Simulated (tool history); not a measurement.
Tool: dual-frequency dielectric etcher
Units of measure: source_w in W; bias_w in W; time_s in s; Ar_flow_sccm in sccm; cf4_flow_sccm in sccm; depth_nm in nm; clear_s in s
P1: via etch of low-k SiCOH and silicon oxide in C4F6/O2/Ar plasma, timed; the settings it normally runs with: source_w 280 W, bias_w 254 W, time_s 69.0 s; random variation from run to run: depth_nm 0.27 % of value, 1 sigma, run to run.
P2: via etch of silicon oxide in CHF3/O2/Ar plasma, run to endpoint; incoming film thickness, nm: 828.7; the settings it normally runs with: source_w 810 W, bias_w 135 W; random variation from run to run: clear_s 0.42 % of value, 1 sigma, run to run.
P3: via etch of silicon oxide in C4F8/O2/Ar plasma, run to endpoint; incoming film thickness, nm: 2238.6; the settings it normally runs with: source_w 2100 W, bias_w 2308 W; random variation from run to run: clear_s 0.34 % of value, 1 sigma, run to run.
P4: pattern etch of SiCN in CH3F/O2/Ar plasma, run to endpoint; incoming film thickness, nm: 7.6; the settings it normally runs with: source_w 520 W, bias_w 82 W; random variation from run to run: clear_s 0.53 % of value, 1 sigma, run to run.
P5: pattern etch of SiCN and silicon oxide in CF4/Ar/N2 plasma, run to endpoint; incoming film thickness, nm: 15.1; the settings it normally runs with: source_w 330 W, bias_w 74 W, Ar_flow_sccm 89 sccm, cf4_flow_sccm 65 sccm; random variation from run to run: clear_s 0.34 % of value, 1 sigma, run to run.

run,hour,process,source_w,bias_w,time_s,Ar_flow_sccm,cf4_flow_sccm,depth_nm,clear_s
1,10.4,P1,280,254,69.0,,,188.92,
2,21.2,P5,330,74,,89,65,,22.009
3,30.1,P3,2890,2308,,,,,374.240
4,41.7,P1,280,254,69.0,,,187.99,
5,50.5,P4,520,54,,,,,19.460
# hour 52.5: bias power generator calibrated
6,58.1,P4,520,82,,,,,16.839
7,65.7,P1,280,254,69.0,,,189.16,
8,72.3,P1,280,161,69.0,,,161.29,
9,83.8,P4,660,82,,,,,15.305
10,90.3,P1,210,254,69.0,,,169.13,
11,101.7,P5,330,74,,106,65,,22.526
12,107.6,P2,810,135,,,,,421.880
13,118.5,P1,280,254,69.0,,,188.65,
14,129.9,P1,350,254,84.0,,,250.08,
15,136.1,P1,280,254,42.5,,,116.08,
16,142.2,P1,390,254,69.0,,,214.05,
17,151.8,P2,1060,135,,,,,381.340
18,158.4,P5,400,74,,89,65,,18.571
19,165.8,P5,330,51,,89,65,,24.933
20,176.0,P1,280,254,69.0,,,188.14,
21,186.3,P5,330,74,,89,77,,21.562
22,195.5,P1,280,254,100.0,,,273.37,
23,206.2,P3,2100,2308,,,,,429.500
24,217.1,P1,280,254,69.0,,,188.62,
25,224.1,P3,2100,2308,,,,,428.520
26,229.8,P1,280,347,69.0,,,209.83,
27,238.9,P3,2100,3239,,,,,384.540
28,244.6,P1,280,254,69.0,,,188.54,
29,254.1,P2,810,83,,,,,485.350
30,259.4,P5,330,74,,89,65,,22.133
31,267.4,P1,280,254,69.0,,,188.46,
32,275.9,P1,280,254,69.0,,,187.73,
33,285.9,P1,280,254,69.0,,,187.37,
34,292.0,P1,280,254,69.0,,,186.09,
# hour 292.5: wet clean of the chamber
35,303.6,P1,280,254,69.0,,,185.98,
36,310.9,P1,280,254,69.0,,,185.50,
37,321.1,P1,280,254,69.0,,,185.50,

What P1 gives has crept away from where it was. These 2 causes fit the log equally well, each at the size given:
A: source power that arrives under what is set, % = 4.2
B: bias power that arrives under what is set, % = 4.61
The process output started creeping at around hour 267.4.
The rest of the possible causes, and what rules out each one:
chamber walls in a state that lowers the etch rate, %: its service at hour 292.5 followed the start of the drift and did not put the process back to its old value

The 4 check runs listed below each average the results of 2 wafers, and their outcomes are marked with question marks. Under which run would the listed causes produce clearly different results?
check 1,331.3,P4,520,82,,,,,?
check 2,331.3,P2,810,135,,,,,?
check 3,331.3,P3,2100,2308,,,,,?
check 4,331.3,P5,330,74,,89,65,,?

Expected result of each check under each candidate cause:
check,result,if A,if B
check 1,clear_s,17.146,17.158
check 2,clear_s,429.030,428.030
check 3,clear_s,435.810,434.420
check 4,clear_s,22.885,22.397
Per check, the gap between the least separated pair of causes, taken in the result that splits them most: check 1 0.07 %; check 2 0.23 %; check 3 0.32 %; check 4 2.15 %
The causes can be told apart only by check 4. The other checks would give nearly the same results under each of them.

With check 4 done, the readings were: clear_s 22.368 s. Identify which of the listed causes applies.

The correct cause is B, namely: bias power that arrives under what is set, %.

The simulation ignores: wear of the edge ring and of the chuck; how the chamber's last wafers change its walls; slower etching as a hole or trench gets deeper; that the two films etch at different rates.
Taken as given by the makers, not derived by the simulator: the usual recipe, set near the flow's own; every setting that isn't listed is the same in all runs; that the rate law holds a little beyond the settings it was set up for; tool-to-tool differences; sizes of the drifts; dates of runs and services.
